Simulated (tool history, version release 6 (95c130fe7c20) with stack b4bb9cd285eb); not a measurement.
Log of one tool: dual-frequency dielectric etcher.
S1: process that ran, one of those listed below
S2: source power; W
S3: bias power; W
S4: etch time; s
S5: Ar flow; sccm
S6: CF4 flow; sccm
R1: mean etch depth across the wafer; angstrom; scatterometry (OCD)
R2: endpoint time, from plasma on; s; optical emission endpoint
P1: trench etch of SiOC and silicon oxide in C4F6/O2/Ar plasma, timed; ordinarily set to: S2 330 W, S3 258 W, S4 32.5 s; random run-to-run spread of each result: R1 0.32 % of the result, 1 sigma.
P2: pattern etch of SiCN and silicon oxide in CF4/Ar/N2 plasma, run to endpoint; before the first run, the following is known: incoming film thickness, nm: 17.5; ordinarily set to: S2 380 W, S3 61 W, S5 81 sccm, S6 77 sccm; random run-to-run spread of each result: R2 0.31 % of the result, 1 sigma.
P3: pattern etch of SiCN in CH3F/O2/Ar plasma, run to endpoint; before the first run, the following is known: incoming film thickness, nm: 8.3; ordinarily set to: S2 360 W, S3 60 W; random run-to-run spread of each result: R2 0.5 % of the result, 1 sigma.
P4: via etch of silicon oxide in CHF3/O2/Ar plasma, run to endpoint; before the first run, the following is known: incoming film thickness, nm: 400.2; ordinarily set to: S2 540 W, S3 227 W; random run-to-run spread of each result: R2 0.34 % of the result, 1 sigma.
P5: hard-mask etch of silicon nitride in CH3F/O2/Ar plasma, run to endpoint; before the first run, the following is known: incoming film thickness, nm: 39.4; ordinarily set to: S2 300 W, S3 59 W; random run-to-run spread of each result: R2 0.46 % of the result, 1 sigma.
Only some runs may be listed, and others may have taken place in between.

Run 1, hour 11.4: S1 P1, S2 330 W, S3 258 W, S4 32.5 s. Result: R1 663.13 angstrom.
Run 2, hour 20.2: S1 P1, S2 330 W, S3 258 W, S4 32.5 s. Result: R1 660.44 angstrom.
Run 3, hour 29.0: S1 P3, S2 360 W, S3 60 W. Result: R2 24.263 s.
Run 4, hour 37.3: S1 P1, S2 460 W, S3 258 W, S4 32.5 s. Result: R1 748.53 angstrom.
Run 5, hour 44.6: S1 P2, S2 380 W, S3 61 W, S5 64 sccm, S6 77 sccm. Result: R2 23.353 s.
Run 6, hour 57.5: S1 P2, S2 380 W, S3 61 W, S5 81 sccm, S6 77 sccm. Result: R2 24.080 s.
Run 7, hour 64.2: S1 P3, S2 360 W, S3 77 W. Result: R2 22.182 s.
Run 8, hour 72.3: S1 P5, S2 400 W, S3 59 W. Result: R2 60.427 s.
Run 9, hour 81.2: S1 P5, S2 300 W, S3 36 W. Result: R2 79.476 s.
Run 10, hour 93.3: S1 P1, S2 330 W, S3 258 W, S4 32.5 s. Result: R1 657.47 angstrom.
Run 11, hour 106.7: S1 P1, S2 380 W, S3 158 W, S4 32.5 s. Result: R1 594.70 angstrom.
Run 12, hour 114.8: S1 P2, S2 380 W, S3 38 W, S5 81 sccm, S6 77 sccm. Result: R2 27.721 s.
Run 13, hour 124.4: S1 P4, S2 540 W, S3 227 W. Result: R2 197.910 s.
Run 14, hour 132.4: S1 P1, S2 330 W, S3 258 W, S4 18.0 s. Result: R1 366.62 angstrom.
Run 15, hour 146.1: S1 P1, S2 380 W, S3 258 W, S4 21.5 s. Result: R1 462.05 angstrom.
Run 16, hour 152.5: S1 P3, S2 220 W, S3 60 W. Result: R2 29.008 s.
Run 17, hour 159.8: S1 P1, S2 330 W, S3 258 W, S4 45.5 s. Result: R1 923.08 angstrom.
Run 18, hour 168.5: S1 P5, S2 300 W, S3 59 W. Result: R2 67.826 s.
Run 19, hour 178.7: S1 P1, S2 330 W, S3 258 W, S4 32.5 s. Result: R1 660.13 angstrom.
Run 20, hour 185.8: S1 P4, S2 770 W, S3 227 W. Result: R2 173.430 s.
Run 21, hour 199.8: S1 P4, S2 540 W, S3 288 W. Result: R2 180.540 s.
Run 22, hour 207.2: S1 P2, S2 530 W, S3 61 W, S5 81 sccm, S6 77 sccm. Result: R2 17.845 s.
Run 23, hour 218.1: S1 P2, S2 380 W, S3 61 W, S5 81 sccm, S6 107 sccm. Result: R2 22.942 s.
Run 24, hour 228.9: S1 P1, S2 260 W, S3 258 W, S4 32.5 s. Result: R1 603.14 angstrom.
Run 25, hour 235.9: S1 P1, S2 330 W, S3 154 W, S4 32.5 s. Result: R1 558.07 angstrom.

Run 26 comes next. What will it give?
Run 26, hour 248.9: S1 P1, S2 330 W, S3 335 W, S4 32.5 s. Result: R1 ?.

For run 26 the tool returned R1 724.20 angstrom.

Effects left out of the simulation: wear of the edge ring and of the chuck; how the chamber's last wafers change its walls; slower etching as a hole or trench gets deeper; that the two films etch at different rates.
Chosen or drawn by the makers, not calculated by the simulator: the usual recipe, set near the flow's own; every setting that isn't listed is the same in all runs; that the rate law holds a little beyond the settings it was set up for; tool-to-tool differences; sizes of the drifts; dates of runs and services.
